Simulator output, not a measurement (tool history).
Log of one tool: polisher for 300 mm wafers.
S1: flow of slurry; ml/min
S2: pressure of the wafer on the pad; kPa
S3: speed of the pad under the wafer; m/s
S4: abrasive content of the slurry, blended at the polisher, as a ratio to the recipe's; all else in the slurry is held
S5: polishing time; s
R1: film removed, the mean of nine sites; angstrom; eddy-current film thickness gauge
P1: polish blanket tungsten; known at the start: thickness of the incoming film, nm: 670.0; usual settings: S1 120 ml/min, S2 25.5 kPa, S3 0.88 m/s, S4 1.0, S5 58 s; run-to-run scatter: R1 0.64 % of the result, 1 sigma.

{"run": 1, "day": 0.329, "S1": 120, "S2": 25.5, "S3": 0.88, "S4": 1.0, "S5": 58, "R1": 2142.4}
{"run": 2, "day": 0.679, "S1": 120, "S2": 25.5, "S3": 0.6, "S4": 1.0, "S5": 58, "R1": 1461.0}
{"run": 3, "day": 0.858, "S1": 120, "S2": 11.7, "S3": 0.88, "S4": 1.0, "S5": 58, "R1": 979.43}
{"run": 4, "day": 1.208, "S1": 120, "S2": 25.5, "S3": 0.88, "S4": 1.0, "S5": 58, "R1": 2149.2}
{"run": 5, "day": 1.508, "S1": 120, "S2": 25.5, "S3": 0.88, "S4": 1.0, "S5": 82, "R1": 3028.2}
{"run": 6, "day": 1.888, "S1": 120, "S2": 25.5, "S3": 0.88, "S4": 1.0, "S5": 36, "R1": 1332.8}
{"run": 7, "day": 2.071, "S1": 120, "S2": 25.5, "S3": 0.88, "S4": 1.0, "S5": 58, "R1": 2142.7}
{"run": 8, "day": 2.279, "S1": 120, "S2": 25.5, "S3": 0.88, "S4": 0.7, "S5": 58, "R1": 1984.2}
{"run": 9, "day": 2.538, "S1": 155, "S2": 25.5, "S3": 0.88, "S4": 1.0, "S5": 58, "R1": 2276.8}
{"run": 10, "day": 2.796, "S1": 120, "S2": 25.5, "S3": 0.88, "S4": 1.0, "S5": 58, "R1": 2153.0}
{"run": 11, "day": 3.054, "S1": 120, "S2": 25.5, "S3": 0.88, "S4": 1.0, "S5": 58, "R1": 2148.0}
{"day": 3.258, "done": "slurry blender recalibrated"}
{"run": 12, "day": 3.438, "S1": 120, "S2": 25.5, "S3": 0.88, "S4": 1.0, "S5": 58, "R1": 2173.2}
{"run": 13, "day": 3.654, "S1": 70, "S2": 25.5, "S3": 0.88, "S4": 0.8, "S5": 58, "R1": 1767.4}
{"run": 14, "day": 4.038, "S1": 70, "S2": 25.5, "S3": 0.88, "S4": 1.0, "S5": 58, "R1": 1860.1}
{"run": 15, "day": 4.396, "S1": 120, "S2": 25.5, "S3": 0.54, "S4": 1.0, "S5": 77, "R1": 1751.6}
{"run": 16, "day": 4.738, "S1": 120, "S2": 33.8, "S3": 0.88, "S4": 1.0, "S5": 58, "R1": 2852.4}
{"run": 17, "day": 5.083, "S1": 120, "S2": 25.5, "S3": 0.88, "S4": 1.5, "S5": 58, "R1": 2369.9}
{"run": 18, "day": 5.325, "S1": 120, "S2": 25.5, "S3": 1.32, "S4": 1.0, "S5": 58, "R1": 3185.7}
{"run": 19, "day": 5.683, "S1": 120, "S2": 25.5, "S3": 0.88, "S4": 1.0, "S5": 58, "R1": 2123.4}
{"run": 20, "day": 5.971, "S1": 120, "S2": 25.5, "S3": 0.88, "S4": 1.0, "S5": 58, "R1": 2138.8}
{"run": 21, "day": 6.279, "S1": 120, "S2": 25.5, "S3": 0.88, "S4": 1.0, "S5": 58, "R1": 2094.3}
{"run": 22, "day": 6.604, "S1": 120, "S2": 25.5, "S3": 0.88, "S4": 1.0, "S5": 58, "R1": 2023.2}
{"run": 23, "day": 6.879, "S1": 120, "S2": 25.5, "S3": 0.88, "S4": 1.0, "S5": 58, "R1": 1975.4}
{"day": 7.129, "done": "head pressure recalibrated"}
{"day": 7.154, "done": "slurry blender recalibrated"}
{"run": 24, "day": 7.25, "S1": 120, "S2": 25.5, "S3": 0.88, "S4": 1.0, "S5": 58, "R1": 1940.9}
{"run": 25, "day": 7.417, "S1": 120, "S2": 25.5, "S3": 0.88, "S4": 1.0, "S5": 58, "R1": 1942.8}
{"day": 7.529, "done": "worn pad replaced by a new one"}
{"run": 26, "day": 7.621, "S1": 120, "S2": 25.5, "S3": 0.88, "S4": 1.0, "S5": 58, "R1": 1925.3}
{"run": 27, "day": 7.979, "S1": 120, "S2": 25.5, "S3": 0.88, "S4": 1.0, "S5": 58, "R1": 1912.1}
{"run": 28, "day": 8.192, "S1": 120, "S2": 25.5, "S3": 0.88, "S4": 1.0, "S5": 58, "R1": 1881.8}
{"run": 29, "day": 8.512, "S1": 120, "S2": 25.5, "S3": 0.88, "S4": 1.0, "S5": 58, "R1": 1905.1}
{"run": 30, "day": 8.754, "S1": 120, "S2": 25.5, "S3": 0.88, "S4": 1.0, "S5": 58, "R1": 1903.6}

What P1 gives has crept away from where it was. These 2 causes fit the log equally well, each at the size given:
A: peroxide lost from the slurry, % = 27.8
B: slurry flow missing at the pad, % = 38.5
The creep began at about day 5.971.
Why every other cause is out:
removal rate lost through wear of the pad, %: serviced at day 7.529, which brought nothing back
head's pressure below its setpoint, %: serviced at day 7.129, which brought nothing back
abrasive missing from the slurry, %: serviced at day 7.154, which brought nothing back

4 check runs are offered, each on 2 wafers whose results are averaged, their results left as question marks. Which one tells the causes apart?
{"run": "check 1", "day": 8.996, "S1": 90, "S2": 25.5, "S3": 0.88, "S4": 1.0, "S5": 58, "R1": "?"}
{"run": "check 2", "day": 8.996, "S1": 120, "S2": 13.1, "S3": 1.18, "S4": 1.0, "S5": 58, "R1": "?"}
{"run": "check 3", "day": 8.996, "S1": 120, "S2": 20.0, "S3": 0.88, "S4": 1.35, "S5": 58, "R1": "?"}
{"run": "check 4", "day": 8.996, "S1": 120, "S2": 25.5, "S3": 0.88, "S4": 1.3, "S5": 81, "R1": "?"}

What each check would give under each cause:
check=check_1 result=R1 if_A=1765.80 if_B=1704.20
check=check_2 result=R1 if_A=1303.50 if_B=1303.80
check=check_3 result=R1 if_A=1594.50 if_B=1594.90
check=check_4 result=R1 if_A=2815.20 if_B=2815.90
How far apart the two closest causes lie, in the result that separates them most: check 1 3.55 %; check 2 0.02 %; check 3 0.02 %; check 4 0.02 %
Only check 1 tells the causes apart: in the others they would give nearly the same result.

Check 1 was then run and gave: R1 1711.20 angstrom. Which cause is it?

It is B: slurry flow missing at the pad, %.

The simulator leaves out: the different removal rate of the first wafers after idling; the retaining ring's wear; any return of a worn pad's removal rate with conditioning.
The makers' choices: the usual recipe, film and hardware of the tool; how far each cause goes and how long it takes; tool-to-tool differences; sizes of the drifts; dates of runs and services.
